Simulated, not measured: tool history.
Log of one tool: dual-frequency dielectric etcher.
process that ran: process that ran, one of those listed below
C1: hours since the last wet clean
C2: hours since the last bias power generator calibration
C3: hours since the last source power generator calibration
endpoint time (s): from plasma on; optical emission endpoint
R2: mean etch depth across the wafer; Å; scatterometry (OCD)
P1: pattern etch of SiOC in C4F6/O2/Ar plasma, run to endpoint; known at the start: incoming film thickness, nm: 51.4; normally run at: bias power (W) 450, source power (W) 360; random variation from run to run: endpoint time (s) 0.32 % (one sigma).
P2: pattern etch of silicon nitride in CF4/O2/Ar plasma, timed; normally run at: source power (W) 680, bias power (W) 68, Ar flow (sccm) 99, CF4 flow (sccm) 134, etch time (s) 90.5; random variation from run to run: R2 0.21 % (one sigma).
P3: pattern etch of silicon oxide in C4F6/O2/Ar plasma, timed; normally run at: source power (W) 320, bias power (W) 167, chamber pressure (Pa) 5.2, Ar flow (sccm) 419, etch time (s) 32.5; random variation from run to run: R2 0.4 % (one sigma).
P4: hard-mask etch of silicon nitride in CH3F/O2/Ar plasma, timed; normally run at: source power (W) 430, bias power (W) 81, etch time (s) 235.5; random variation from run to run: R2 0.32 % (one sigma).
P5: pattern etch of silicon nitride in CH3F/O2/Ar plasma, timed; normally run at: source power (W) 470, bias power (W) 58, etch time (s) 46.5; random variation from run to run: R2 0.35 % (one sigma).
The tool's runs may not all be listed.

Run 1, hour 12.9: process that ran P1, bias power (W) 450, source power (W) 360; C1 384.5; C2 542.5; C3 451.7. Result: endpoint time (s) 18.625.
Run 2, hour 21.7: process that ran P5, bias power (W) 58, source power (W) 320, etch time (s) 46.5; C1 393.3; C2 551.3; C3 460.5. Result: R2 278.37 Å.
Run 3, hour 29.7: process that ran P4, bias power (W) 81, source power (W) 430, etch time (s) 326.5; C1 401.3; C2 559.3; C3 468.5. Result: R2 2485.8 Å.
Run 4, hour 39.3: process that ran P2, bias power (W) 68, source power (W) 680, etch time (s) 90.5, Ar flow (sccm) 99, CF4 flow (sccm) 167; C1 410.9; C2 568.9; C3 478.1. Result: R2 2698.1 Å.
Run 5, hour 45.6: process that ran P3, bias power (W) 167, source power (W) 400, etch time (s) 32.5, Ar flow (sccm) 419, chamber pressure (Pa) 5.2; C1 417.2; C2 575.2; C3 484.4. Result: R2 915.71 Å.
Run 6, hour 57.3: process that ran P1, bias power (W) 564, source power (W) 290; C1 428.9; C2 586.9; C3 496.1. Result: endpoint time (s) 18.363.
Run 7, hour 63.9: process that ran P1, bias power (W) 367, source power (W) 300; C1 435.5; C2 593.5; C3 502.7. Result: endpoint time (s) 21.399.
Run 8, hour 72: process that ran P2, bias power (W) 68, source power (W) 680, etch time (s) 90.5, Ar flow (sccm) 133, CF4 flow (sccm) 134; C1 443.6; C2 601.6; C3 510.8. Result: R2 2569 Å.
Run 9, hour 83.4: process that ran P3, bias power (W) 167, source power (W) 320, etch time (s) 32.5, Ar flow (sccm) 284, chamber pressure (Pa) 5.2; C1 455; C2 613; C3 522.2. Result: R2 878.1 Å.
Run 10, hour 91.5: process that ran P3, bias power (W) 100, source power (W) 320, etch time (s) 32.5, Ar flow (sccm) 419, chamber pressure (Pa) 5.2; C1 463.1; C2 621.1; C3 530.3. Result: R2 715.66 Å.
Run 11, hour 103.3: process that ran P1, bias power (W) 450, source power (W) 480; C1 474.9; C2 632.9; C3 542.1. Result: endpoint time (s) 16.639.
Run 12, hour 110.5: process that ran P3, bias power (W) 167, source power (W) 320, etch time (s) 44, Ar flow (sccm) 419, chamber pressure (Pa) 5.2; C1 482.1; C2 640.1; C3 549.3. Result: R2 1140.9 Å.
Run 13, hour 122.4: process that ran P1, bias power (W) 596, source power (W) 360; C1 494; C2 652; C3 561.2. Result: endpoint time (s) 16.612.
Run 14, hour 131: process that ran P1, bias power (W) 272, source power (W) 360; C1 502.6; C2 660.6; C3 569.8. Result: endpoint time (s) 22.145.
Run 15, hour 140.2: process that ran P1, bias power (W) 450, source power (W) 360; C1 511.8; C2 669.8; C3 579. Result: endpoint time (s) 18.495.
Run 16, hour 152: process that ran P2, bias power (W) 81, source power (W) 680, etch time (s) 90.5, Ar flow (sccm) 99, CF4 flow (sccm) 134; C1 523.6; C2 681.6; C3 590.8. Result: R2 2834.6 Å.
Run 17, hour 162.4: process that ran P5, bias power (W) 58, source power (W) 470, etch time (s) 59; C1 534; C2 692; C3 601.2. Result: R2 408.24 Å.
Run 18, hour 172.7: process that ran P4, bias power (W) 81, source power (W) 580, etch time (s) 235.5; C1 544.3; C2 702.3; C3 611.5. Result: R2 1997.3 Å.
Run 19, hour 182: process that ran P2, bias power (W) 68, source power (W) 950, etch time (s) 90.5, Ar flow (sccm) 99, CF4 flow (sccm) 134; C1 553.6; C2 711.6; C3 620.8. Result: R2 3535.3 Å.
Run 20, hour 189.2: process that ran P1, bias power (W) 298, source power (W) 500; C1 560.8; C2 718.8; C3 628. Result: endpoint time (s) 19.053.
Run 21, hour 201.7: process that ran P2, bias power (W) 68, source power (W) 680, etch time (s) 64.5, Ar flow (sccm) 99, CF4 flow (sccm) 134; C1 573.3; C2 731.3; C3 640.5. Result: R2 1890.6 Å.
Run 22, hour 212.4: process that ran P4, bias power (W) 81, source power (W) 430, etch time (s) 235.5; C1 584; C2 742; C3 651.2. Result: R2 1785.5 Å.
Run 23, hour 218.1: process that ran P4, bias power (W) 60, source power (W) 430, etch time (s) 235.5; C1 589.7; C2 747.7; C3 656.9. Result: R2 1619.9 Å.
At hour 224.6: bias power generator calibrated.
Run 24, hour 230.9: process that ran P5, bias power (W) 58, source power (W) 470, etch time (s) 46.5; C1 602.5; C2 6.3; C3 669.7. Result: R2 321.15 Å.
Run 25, hour 239.5: process that ran P1, bias power (W) 450, source power (W) 360; C1 611.1; C2 14.9; C3 678.3. Result: endpoint time (s) 18.476.
Run 26, hour 251: process that ran P1, bias power (W) 450, source power (W) 220; C1 622.6; C2 26.4; C3 689.8. Result: endpoint time (s) 22.202.
Run 27, hour 262.1: process that ran P1, bias power (W) 450, source power (W) 360; C1 633.7; C2 37.5; C3 700.9. Result: endpoint time (s) 18.462.
Run 28, hour 268.1: process that ran P1, bias power (W) 450, source power (W) 360; C1 639.7; C2 43.5; C3 706.9. Result: endpoint time (s) 18.515.
Run 29, hour 274: process that ran P5, bias power (W) 58, source power (W) 470, etch time (s) 46.5; C1 645.6; C2 49.4; C3 712.8. Result: R2 322.1 Å.
Run 30, hour 284.6: process that ran P5, bias power (W) 75, source power (W) 470, etch time (s) 46.5; C1 656.2; C2 60; C3 723.4. Result: R2 351.43 Å.
Run 31, hour 292: process that ran P3, bias power (W) 167, source power (W) 320, etch time (s) 32.5, Ar flow (sccm) 419, chamber pressure (Pa) 5.2; C1 663.6; C2 67.4; C3 730.8. Result: R2 840.13 Å.
Run 32, hour 299.7: process that ran P2, bias power (W) 68, source power (W) 680, etch time (s) 90.5, Ar flow (sccm) 99, CF4 flow (sccm) 134; C1 671.3; C2 75.1; C3 738.5. Result: R2 2645.4 Å.
Run 33, hour 311.5: process that ran P1, bias power (W) 450, source power (W) 360; C1 683.1; C2 86.9; C3 750.3. Result: endpoint time (s) 18.416.
Run 34, hour 320.5: process that ran P3, bias power (W) 167, source power (W) 320, etch time (s) 32.5, Ar flow (sccm) 419, chamber pressure (Pa) 5.2; C1 692.1; C2 95.9; C3 759.3. Result: R2 835.78 Å.
Run 35, hour 328.4: process that ran P4, bias power (W) 81, source power (W) 430, etch time (s) 235.5; C1 700; C2 103.8; C3 767.2. Result: R2 1790.8 Å.
Run 36, hour 341.3: process that ran P3, bias power (W) 167, source power (W) 320, etch time (s) 32.5, Ar flow (sccm) 419, chamber pressure (Pa) 6.9; C1 712.9; C2 116.7; C3 780.1. Result: R2 809.82 Å.
Run 37, hour 347.2: process that ran P1, bias power (W) 450, source power (W) 360; C1 718.8; C2 122.6; C3 786. Result: endpoint time (s) 18.49.
Run 38, hour 358.2: process that ran P1, bias power (W) 450, source power (W) 360; C1 729.8; C2 133.6; C3 797. Result: endpoint time (s) 18.662.

Run 39 comes next. What will it give?
Run 39, hour 371.1: process that ran P1, bias power (W) 450, source power (W) 360; C1 742.7; C2 146.5; C3 809.9. Result: endpoint time (s) ?.

Run 39 gave endpoint time (s) 18.69.

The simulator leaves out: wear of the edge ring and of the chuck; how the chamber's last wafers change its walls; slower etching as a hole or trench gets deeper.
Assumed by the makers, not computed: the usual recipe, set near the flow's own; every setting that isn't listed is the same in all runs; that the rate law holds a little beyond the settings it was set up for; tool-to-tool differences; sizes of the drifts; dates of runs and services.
